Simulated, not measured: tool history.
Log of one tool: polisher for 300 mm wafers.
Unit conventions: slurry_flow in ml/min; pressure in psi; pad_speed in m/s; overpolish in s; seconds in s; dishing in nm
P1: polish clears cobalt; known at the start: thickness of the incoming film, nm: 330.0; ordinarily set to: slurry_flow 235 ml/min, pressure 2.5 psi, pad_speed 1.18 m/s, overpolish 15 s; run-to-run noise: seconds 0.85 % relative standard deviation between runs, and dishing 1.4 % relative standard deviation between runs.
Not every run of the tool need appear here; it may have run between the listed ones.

run   hour  slurry_flow  pressure  pad_speed  overpolish  seconds  dishing
  1    8.2          235       2.5       1.18          15   44.110   58.636
  2   17.2          235       2.5       1.82          15   28.459   65.417
  3   27.5          235       2.5       1.18          15   44.022   56.515
  4   39.1          235       2.5       1.18          15   43.623   57.803
  5   47.6          235       2.5       1.18          23   43.945   66.524
  6   60.1          140       2.5       1.18          15   46.705   57.597
  7   73.1          290       1.8       1.18          15   59.680   50.079
  8   83.0          235       2.5       0.82          15   62.227   48.624
  9   91.6          235       1.1       1.18          15   99.221   36.554
 10  103.3          235       2.5       1.18          15   44.016   58.206
 11  114.7          345       2.5       1.18          15   41.442   58.332
 12  124.9          235       3.5       1.18          15   31.534   63.933
 13  131.1          235       2.5       1.18          15   43.477   58.039
 14  143.8          235       2.5       1.18           4   44.336   24.420
 15  151.4          350       1.7       1.18          15   62.281   47.643
 16  158.5          235       2.5       1.18          15   43.538   56.302
 17  167.0          235       2.5       1.18          15   44.695   56.413
 18  175.7          235       2.5       1.18          15   44.901   56.683
 19  188.2          235       2.5       1.18          15   45.022   57.094
 20  197.3          235       2.5       1.18          15   45.544   55.409
 21  204.8          235       2.5       1.18          15   46.171   58.143

Expected results for the next run?
     205.3  -- head pressure recalibrated
 22  215.6          235       2.5       1.18          15        ?        ?

Run 22 produced seconds 45.888 s, dishing 56.664 nm.
